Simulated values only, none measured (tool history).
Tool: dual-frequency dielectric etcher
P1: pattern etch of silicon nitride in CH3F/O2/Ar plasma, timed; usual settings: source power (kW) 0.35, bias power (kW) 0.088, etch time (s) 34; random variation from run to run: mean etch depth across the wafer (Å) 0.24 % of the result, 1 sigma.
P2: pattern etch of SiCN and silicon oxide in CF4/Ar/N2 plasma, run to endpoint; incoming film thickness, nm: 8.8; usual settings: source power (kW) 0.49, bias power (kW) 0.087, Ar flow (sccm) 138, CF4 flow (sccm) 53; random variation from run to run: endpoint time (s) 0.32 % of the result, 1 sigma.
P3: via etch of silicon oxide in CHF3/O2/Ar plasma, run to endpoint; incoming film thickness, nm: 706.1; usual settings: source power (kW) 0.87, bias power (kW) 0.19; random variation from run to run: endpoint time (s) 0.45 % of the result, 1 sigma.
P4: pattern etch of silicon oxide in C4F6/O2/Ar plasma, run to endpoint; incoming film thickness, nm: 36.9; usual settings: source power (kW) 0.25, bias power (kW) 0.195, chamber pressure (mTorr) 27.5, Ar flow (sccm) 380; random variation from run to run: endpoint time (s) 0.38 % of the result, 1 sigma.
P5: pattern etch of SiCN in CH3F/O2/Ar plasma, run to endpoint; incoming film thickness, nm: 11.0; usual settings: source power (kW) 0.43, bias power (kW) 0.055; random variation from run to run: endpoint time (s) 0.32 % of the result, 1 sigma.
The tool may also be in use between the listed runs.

run,day,process that ran,source power (kW),bias power (kW),etch time (s),chamber pressure (mTorr),Ar flow (sccm),CF4 flow (sccm),hours since the last wet clean,hours since the last source power generator calibration,hours since the last bias power generator calibration,mean etch depth across the wafer (Å),endpoint time (s)
1,0.279,P1,0.35,0.088,34,,,,196.3,1007.4,1299.3,238.45,
2,0.558,P5,0.43,0.055,,,,,203,1014.1,1306,,31.607
3,0.883,P5,0.43,0.044,,,,,210.8,1021.9,1313.8,,33.885
4,1.108,P4,0.25,0.195,,27.5,380,,216.2,1027.3,1319.2,,13.794
5,1.396,P2,0.49,0.087,,,138,53,223.1,1034.2,1326.1,,9.5277
6,1.742,P3,1.19,0.19,,,,,231.4,1042.5,1334.4,,274.08
# day 1.829: bias power generator calibrated
7,1.992,P2,0.49,0.087,,,138,41,237.4,1048.5,3.9,,9.8433
8,2.233,P1,0.35,0.088,34,,,,243.2,1054.3,9.7,240,
9,2.479,P3,0.87,0.19,,,,,249.1,1060.2,15.6,,309.53
10,2.629,P3,0.87,0.19,,,,,252.7,1063.8,19.2,,311.95
11,2.904,P1,0.26,0.088,34,,,,259.3,1070.4,25.8,213.14,
12,3.108,P1,0.35,0.088,34,,,,264.2,1075.3,30.7,239.66,
13,3.458,P1,0.35,0.088,34,,,,272.6,1083.7,39.1,240.63,
14,3.788,P1,0.42,0.088,34,,,,280.5,1091.6,47,256.25,
15,3.967,P5,0.6,0.055,,,,,284.8,1095.9,51.3,,27.912
16,4.279,P1,0.35,0.088,34,,,,292.3,1103.4,58.8,239.3,
17,4.529,P2,0.49,0.087,,,163,53,298.3,1109.4,64.8,,9.7079
18,4.7,P4,0.25,0.272,,27.5,380,,302.4,1113.5,68.9,,12.313
19,4.933,P3,0.87,0.152,,,,,308,1119.1,74.5,,333.23
20,5.275,P1,0.22,0.123,34,,,,316.2,1127.3,82.7,230.07,
21,5.583,P2,0.49,0.087,,,138,53,323.6,1134.7,90.1,,9.4536
22,5.892,P4,0.25,0.195,,33.5,380,,331,1142.1,97.5,,14.034
23,6.121,P1,0.35,0.088,34,,,,336.5,1147.6,103,239.29,
24,6.367,P5,0.43,0.055,,,,,342.4,1153.5,108.9,,31.472
25,6.554,P1,0.35,0.088,18.5,,,,346.9,1158,113.4,130.44,
26,6.829,P2,0.49,0.063,,,138,53,353.5,1164.6,120,,10.728
27,7.146,P1,0.35,0.088,34,,,,361.1,1172.2,127.6,239.58,
28,7.438,P1,0.35,0.115,34,,,,368.1,1179.2,134.6,265.7,
29,7.629,P4,0.25,0.195,,27.5,242,,372.7,1183.8,139.2,,13.045
30,7.938,P4,0.31,0.195,,27.5,380,,380.1,1191.2,146.6,,12.62
31,8.288,P4,0.25,0.195,,27.5,380,,388.5,1199.6,155,,13.775
32,8.546,P1,0.35,0.059,34,,,,394.7,1205.8,161.2,208.59,
33,8.879,P1,0.35,0.088,46,,,,402.7,1213.8,169.2,325.49,
34,9.2,P2,0.58,0.087,,,138,53,410.4,1221.5,176.9,,8.2188
35,9.462,P1,0.35,0.088,34,,,,416.7,1227.8,183.2,240.59,
36,9.667,P1,0.35,0.088,34,,,,421.6,1232.7,188.1,237.15,
37,9.888,P1,0.35,0.088,34,,,,426.9,1238,193.4,237.52,
38,10.05,P1,0.35,0.088,34,,,,430.8,1241.9,197.3,236.73,
39,10.254,P1,0.35,0.088,34,,,,435.7,1246.8,202.2,236.57,
40,10.533,P1,0.35,0.088,34,,,,442.4,1253.5,208.9,235.26,
# day 10.742: wet clean of the chamber
41,10.762,P1,0.35,0.088,34,,,,0.6,1259,214.4,236.22,
42,11.079,P1,0.35,0.088,34,,,,8.2,1266.6,222,235.98,
43,11.292,P1,0.35,0.088,34,,,,13.3,1271.7,227.1,235.97,
44,11.483,P1,0.35,0.088,34,,,,17.9,1276.3,231.7,236.43,

What P1 gives has crept away from where it was. These 2 causes fit the log equally well, each at the size given:
A: bias power that arrives under what is set, % = 4.4
B: source power that arrives under what is set, % = 4.24
The creep began at about day 9.462.
Why every other cause is out:
chamber walls in a state that lowers the etch rate, %: serviced at day 10.742, which brought nothing back

4 check runs are offered, each on 2 wafers whose results are averaged, their results left as question marks. Which one tells the causes apart?
check 1,11.675,P3,0.87,0.19,,,,,,,,,?
check 2,11.675,P2,0.49,0.087,,,138,53,,,,,?
check 3,11.675,P4,0.25,0.195,,27.5,380,,,,,,?
check 4,11.675,P5,0.43,0.055,,,,,,,,,?

What each check would give under each cause:
check,result,if A,if B
check 1,endpoint time (s),314.89,315.46
check 2,endpoint time (s),9.648,9.8474
check 3,endpoint time (s),13.956,13.98
check 4,endpoint time (s),32.051,32.111
How far apart the two closest causes lie, in the result that separates them most: check 1 0.18 %; check 2 2.05 %; check 3 0.17 %; check 4 0.19 %
Check 2 tells the causes apart: in the others they would give nearly the same result.

Then check 2 was run and gave: endpoint time (s) 9.6622. Which cause is it?

It is A: bias power that arrives under what is set, %.
